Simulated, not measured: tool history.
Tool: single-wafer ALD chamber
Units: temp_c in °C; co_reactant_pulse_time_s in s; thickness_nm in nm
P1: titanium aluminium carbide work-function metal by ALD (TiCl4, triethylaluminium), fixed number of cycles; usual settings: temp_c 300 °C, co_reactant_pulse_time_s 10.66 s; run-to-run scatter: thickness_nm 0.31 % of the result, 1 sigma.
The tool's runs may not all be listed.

| run | hour | temp_c | co_reactant_pulse_time_s | hours since the last thermocouple change | hours since the last triethylaluminium bottle change | thickness_nm |
|---|---|---|---|---|---|---|
| 1 | 6.1 | 300 | 10.66 | 246.3 | 287.1 | 1.9889 |
| 2 | 9.2 | 300 | 10.66 | 249.4 | 290.2 | 1.9923 |
| 3 | 13.2 | 279 | 10.66 | 253.4 | 294.2 | 1.8149 |
| 4 | 19.4 | 300 | 10.66 | 259.6 | 300.4 | 1.9882 |
| 5 | 24.5 | 317 | 15.75 | 264.7 | 305.5 | 2.1823 |
| 6 | 29.2 | 288 | 14.99 | 269.4 | 310.2 | 1.9275 |
|  | 31.1 | triethylaluminium bottle replaced |
| 7 | 35.4 | 300 | 3.84 | 275.6 | 4.4 | 1.4931 |
| 8 | 39.9 | 300 | 10.66 | 280.1 | 8.9 | 1.9889 |
| 9 | 45.8 | 319 | 10.66 | 286.0 | 14.8 | 2.1581 |
| 10 | 51.8 | 300 | 17.04 | 292.0 | 20.8 | 2.0392 |
| 11 | 57.0 | 300 | 10.66 | 297.2 | 26.0 | 1.9869 |
| 12 | 63.5 | 300 | 10.66 | 303.7 | 32.5 | 1.9999 |
| 13 | 67.0 | 300 | 10.66 | 307.2 | 36.0 | 1.9928 |
| 14 | 71.2 | 300 | 10.66 | 311.4 | 40.2 | 1.9645 |
| 15 | 75.4 | 300 | 10.66 | 315.6 | 44.4 | 1.9700 |
| 16 | 80.1 | 300 | 10.66 | 320.3 | 49.1 | 1.9621 |
| 17 | 86.6 | 300 | 10.66 | 326.8 | 55.6 | 1.9565 |
| 18 | 91.7 | 300 | 10.66 | 331.9 | 60.7 | 1.9594 |
| 19 | 98.0 | 300 | 10.66 | 338.2 | 67.0 | 1.9510 |
| 20 | 102.8 | 300 | 10.66 | 343.0 | 71.8 | 1.9474 |

The next listed run, before its measurement:
| 21 | 109.0 | 300 | 10.66 | 349.2 | 78.0 | ? |

thickness_nm: 1.9369 nm

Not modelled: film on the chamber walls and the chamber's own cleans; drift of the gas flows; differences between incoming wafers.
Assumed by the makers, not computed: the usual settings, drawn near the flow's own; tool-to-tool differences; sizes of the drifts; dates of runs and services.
